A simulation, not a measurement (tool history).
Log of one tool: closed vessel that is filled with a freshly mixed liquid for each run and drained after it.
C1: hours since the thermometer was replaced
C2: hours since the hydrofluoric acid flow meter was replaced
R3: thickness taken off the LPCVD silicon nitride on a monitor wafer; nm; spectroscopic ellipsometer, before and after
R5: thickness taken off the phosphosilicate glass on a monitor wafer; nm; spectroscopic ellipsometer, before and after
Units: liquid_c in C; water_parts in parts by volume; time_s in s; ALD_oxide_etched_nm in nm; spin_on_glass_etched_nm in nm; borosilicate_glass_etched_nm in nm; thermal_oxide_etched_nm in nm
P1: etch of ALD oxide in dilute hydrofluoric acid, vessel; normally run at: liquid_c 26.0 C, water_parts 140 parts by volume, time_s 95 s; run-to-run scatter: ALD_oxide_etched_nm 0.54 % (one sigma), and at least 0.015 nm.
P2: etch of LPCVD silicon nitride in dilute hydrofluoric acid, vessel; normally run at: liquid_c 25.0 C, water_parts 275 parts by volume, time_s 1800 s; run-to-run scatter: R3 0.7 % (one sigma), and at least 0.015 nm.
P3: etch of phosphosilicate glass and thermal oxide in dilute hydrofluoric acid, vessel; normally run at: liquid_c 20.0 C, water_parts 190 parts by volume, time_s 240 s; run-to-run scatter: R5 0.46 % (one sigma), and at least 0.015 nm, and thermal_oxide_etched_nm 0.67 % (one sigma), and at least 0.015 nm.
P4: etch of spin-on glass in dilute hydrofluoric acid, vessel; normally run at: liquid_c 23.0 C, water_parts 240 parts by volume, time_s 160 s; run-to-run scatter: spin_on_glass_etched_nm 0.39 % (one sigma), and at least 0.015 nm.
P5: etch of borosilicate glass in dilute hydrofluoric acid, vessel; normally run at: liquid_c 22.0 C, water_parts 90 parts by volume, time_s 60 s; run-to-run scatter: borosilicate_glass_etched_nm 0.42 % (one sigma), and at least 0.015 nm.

{"run": 1, "hour": 6.8, "process": "P1", "liquid_c": 26.0, "water_parts": 140, "time_s": 95, "C1": 825.1, "C2": 103.3, "ALD_oxide_etched_nm": 11.166}
{"run": 2, "hour": 14.7, "process": "P4", "liquid_c": 23.0, "water_parts": 240, "time_s": 60, "C1": 833.0, "C2": 111.2, "spin_on_glass_etched_nm": 5.1536}
{"run": 3, "hour": 22.1, "process": "P2", "liquid_c": 25.0, "water_parts": 275, "time_s": 1800, "C1": 840.4, "C2": 118.6, "R3": 3.2201}
{"run": 4, "hour": 33.2, "process": "P5", "liquid_c": 22.0, "water_parts": 130, "time_s": 60, "C1": 851.5, "C2": 129.7, "borosilicate_glass_etched_nm": 15.264}
{"run": 5, "hour": 43.4, "process": "P3", "liquid_c": 20.0, "water_parts": 275, "time_s": 240, "C1": 861.7, "C2": 139.9, "R5": 37.525, "thermal_oxide_etched_nm": 2.764}
{"run": 6, "hour": 50.9, "process": "P4", "liquid_c": 23.0, "water_parts": 40, "time_s": 160, "C1": 869.2, "C2": 147.4, "spin_on_glass_etched_nm": 104.38}
{"run": 7, "hour": 61.4, "process": "P1", "liquid_c": 30.5, "water_parts": 140, "time_s": 95, "C1": 879.7, "C2": 157.9, "ALD_oxide_etched_nm": 13.293}
{"run": 8, "hour": 68.3, "process": "P5", "liquid_c": 22.0, "water_parts": 90, "time_s": 60, "C1": 886.6, "C2": 164.8, "borosilicate_glass_etched_nm": 23.132}
{"run": 9, "hour": 78.1, "process": "P2", "liquid_c": 32.5, "water_parts": 275, "time_s": 1800, "C1": 896.4, "C2": 174.6, "R3": 5.0929}
{"run": 10, "hour": 89.5, "process": "P3", "liquid_c": 20.0, "water_parts": 190, "time_s": 30, "C1": 907.8, "C2": 186.0, "R5": 7.2944, "thermal_oxide_etched_nm": 0.54425}
{"run": 11, "hour": 95.3, "process": "P4", "liquid_c": 17.0, "water_parts": 240, "time_s": 160, "C1": 913.6, "C2": 191.8, "spin_on_glass_etched_nm": 10.962}
{"run": 12, "hour": 105.4, "process": "P1", "liquid_c": 26.0, "water_parts": 45, "time_s": 95, "C1": 923.7, "C2": 201.9, "ALD_oxide_etched_nm": 39.382}
{"run": 13, "hour": 116.5, "process": "P2", "liquid_c": 25.0, "water_parts": 275, "time_s": 3565, "C1": 934.8, "C2": 213.0, "R3": 6.3376}
{"run": 14, "hour": 128.4, "process": "P3", "liquid_c": 27.5, "water_parts": 190, "time_s": 240, "C1": 946.7, "C2": 224.9, "R5": 77.837, "thermal_oxide_etched_nm": 5.6137}
{"run": 15, "hour": 140.4, "process": "P1", "liquid_c": 26.0, "water_parts": 140, "time_s": 95, "C1": 958.7, "C2": 236.9, "ALD_oxide_etched_nm": 11.249}
{"run": 16, "hour": 150.9, "process": "P2", "liquid_c": 25.0, "water_parts": 275, "time_s": 1800, "C1": 969.2, "C2": 247.4, "R3": 3.2121}
{"run": 17, "hour": 162.5, "process": "P1", "liquid_c": 26.0, "water_parts": 140, "time_s": 50, "C1": 980.8, "C2": 259.0, "ALD_oxide_etched_nm": 5.9798}
{"run": 18, "hour": 173.5, "process": "P5", "liquid_c": 22.0, "water_parts": 90, "time_s": 30, "C1": 991.8, "C2": 270.0, "borosilicate_glass_etched_nm": 11.6}
{"run": 19, "hour": 182.2, "process": "P1", "liquid_c": 26.0, "water_parts": 140, "time_s": 95, "C1": 1000.5, "C2": 278.7, "ALD_oxide_etched_nm": 11.227}
{"run": 20, "hour": 189.1, "process": "P4", "liquid_c": 23.0, "water_parts": 240, "time_s": 160, "C1": 1007.4, "C2": 285.6, "spin_on_glass_etched_nm": 13.749}
{"run": 21, "hour": 197.5, "process": "P2", "liquid_c": 25.0, "water_parts": 400, "time_s": 1800, "C1": 1015.8, "C2": 294.0, "R3": 2.2376}
{"run": 22, "hour": 203.8, "process": "P1", "liquid_c": 26.0, "water_parts": 140, "time_s": 175, "C1": 1022.1, "C2": 300.3, "ALD_oxide_etched_nm": 20.686}
{"run": 23, "hour": 210.6, "process": "P1", "liquid_c": 26.0, "water_parts": 205, "time_s": 95, "C1": 1028.9, "C2": 307.1, "ALD_oxide_etched_nm": 7.0876}
{"run": 24, "hour": 219.2, "process": "P5", "liquid_c": 22.0, "water_parts": 90, "time_s": 60, "C1": 1037.5, "C2": 315.7, "borosilicate_glass_etched_nm": 23.037}
{"run": 25, "hour": 227.0, "process": "P4", "liquid_c": 23.0, "water_parts": 240, "time_s": 160, "C1": 1045.3, "C2": 323.5, "spin_on_glass_etched_nm": 13.785}
{"run": 26, "hour": 235.0, "process": "P1", "liquid_c": 26.0, "water_parts": 245, "time_s": 30, "C1": 1053.3, "C2": 331.5, "ALD_oxide_etched_nm": 1.8262}
{"run": 27, "hour": 244.1, "process": "P1", "liquid_c": 26.0, "water_parts": 140, "time_s": 95, "C1": 1062.4, "C2": 340.6, "ALD_oxide_etched_nm": 11.318}
{"run": 28, "hour": 252.4, "process": "P3", "liquid_c": 20.0, "water_parts": 190, "time_s": 240, "C1": 1070.7, "C2": 348.9, "R5": 58.825, "thermal_oxide_etched_nm": 4.2978}
{"run": 29, "hour": 262.7, "process": "P1", "liquid_c": 26.0, "water_parts": 140, "time_s": 95, "C1": 1081.0, "C2": 359.2, "ALD_oxide_etched_nm": 11.238}
{"run": 30, "hour": 268.1, "process": "P1", "liquid_c": 21.0, "water_parts": 140, "time_s": 95, "C1": 1086.4, "C2": 364.6, "ALD_oxide_etched_nm": 9.2441}
{"run": 31, "hour": 279.2, "process": "P5", "liquid_c": 17.0, "water_parts": 90, "time_s": 60, "C1": 1097.5, "C2": 375.7, "borosilicate_glass_etched_nm": 18.746}
{"run": 32, "hour": 291.2, "process": "P1", "liquid_c": 26.0, "water_parts": 140, "time_s": 95, "C1": 1109.5, "C2": 387.7, "ALD_oxide_etched_nm": 11.254}
{"run": 33, "hour": 300.4, "process": "P1", "liquid_c": 26.0, "water_parts": 140, "time_s": 95, "C1": 1118.7, "C2": 396.9, "ALD_oxide_etched_nm": 11.018}
{"run": 34, "hour": 311.0, "process": "P1", "liquid_c": 26.0, "water_parts": 140, "time_s": 95, "C1": 1129.3, "C2": 407.5, "ALD_oxide_etched_nm": 10.947}
{"run": 35, "hour": 321.6, "process": "P1", "liquid_c": 26.0, "water_parts": 140, "time_s": 95, "C1": 1139.9, "C2": 418.1, "ALD_oxide_etched_nm": 10.821}
{"run": 36, "hour": 329.3, "process": "P1", "liquid_c": 26.0, "water_parts": 140, "time_s": 95, "C1": 1147.6, "C2": 425.8, "ALD_oxide_etched_nm": 10.722}
{"run": 37, "hour": 340.9, "process": "P1", "liquid_c": 26.0, "water_parts": 140, "time_s": 95, "C1": 1159.2, "C2": 437.4, "ALD_oxide_etched_nm": 10.671}
{"run": 38, "hour": 348.2, "process": "P1", "liquid_c": 26.0, "water_parts": 140, "time_s": 95, "C1": 1166.5, "C2": 444.7, "ALD_oxide_etched_nm": 10.589}
{"run": 39, "hour": 358.1, "process": "P1", "liquid_c": 26.0, "water_parts": 140, "time_s": 95, "C1": 1176.4, "C2": 454.6, "ALD_oxide_etched_nm": 10.582}
{"run": 40, "hour": 366.2, "process": "P1", "liquid_c": 26.0, "water_parts": 140, "time_s": 95, "C1": 1184.5, "C2": 462.7, "ALD_oxide_etched_nm": 10.625}
{"run": 41, "hour": 378.0, "process": "P1", "liquid_c": 26.0, "water_parts": 140, "time_s": 95, "C1": 1196.3, "C2": 474.5, "ALD_oxide_etched_nm": 10.616}
{"run": 42, "hour": 385.1, "process": "P1", "liquid_c": 26.0, "water_parts": 140, "time_s": 95, "C1": 1203.4, "C2": 481.6, "ALD_oxide_etched_nm": 10.616}

What P1 gives has crept away from where it was. These 2 causes fit the log equally well, each at the size given:
A: liquid colder than its thermometer reads (K) = 1.52
B: hydrofluoric acid flow below the setpoint (%) = 4.8
The creep began at about hour 291.2.

4 check runs are offered, each on 2 wafers whose results are averaged, their results left as question marks. Which one tells the causes apart?
{"run": "check 1", "hour": 392.2, "process": "P5", "liquid_c": 22.0, "water_parts": 115, "time_s": 30, "borosilicate_glass_etched_nm": "?"}
{"run": "check 2", "hour": 392.2, "process": "P3", "liquid_c": 20.0, "water_parts": 255, "time_s": 35, "R5": "?", "thermal_oxide_etched_nm": "?"}
{"run": "check 3", "hour": 392.2, "process": "P2", "liquid_c": 25.0, "water_parts": 275, "time_s": 3385, "R3": "?"}
{"run": "check 4", "hour": 392.2, "process": "P4", "liquid_c": 23.0, "water_parts": 150, "time_s": 160, "spin_on_glass_etched_nm": "?"}

What each check would give under each cause:
check=check_1 result=borosilicate_glass_etched_nm if_A=8.2355 if_B=8.2793
check=check_2 result=R5 if_A=5.6592 if_B=5.6383
check=check_2 result=thermal_oxide_etched_nm if_A=0.41426 if_B=0.41273
check=check_3 result=R3 if_A=5.5247 if_B=5.7748
check=check_4 result=spin_on_glass_etched_nm if_A=22.8120 if_B=22.8480
How far apart the two closest causes lie, in the result that separates them most: check 1 0.53 %; check 2 0.37 %; check 3 4.43 %; check 4 0.16 %
Check 3 tells the causes apart: in the others they would give nearly the same result.

Check 3 was then run and gave: R3 5.7558 nm. Which cause is it?

It is B: hydrofluoric acid flow below the setpoint (%).

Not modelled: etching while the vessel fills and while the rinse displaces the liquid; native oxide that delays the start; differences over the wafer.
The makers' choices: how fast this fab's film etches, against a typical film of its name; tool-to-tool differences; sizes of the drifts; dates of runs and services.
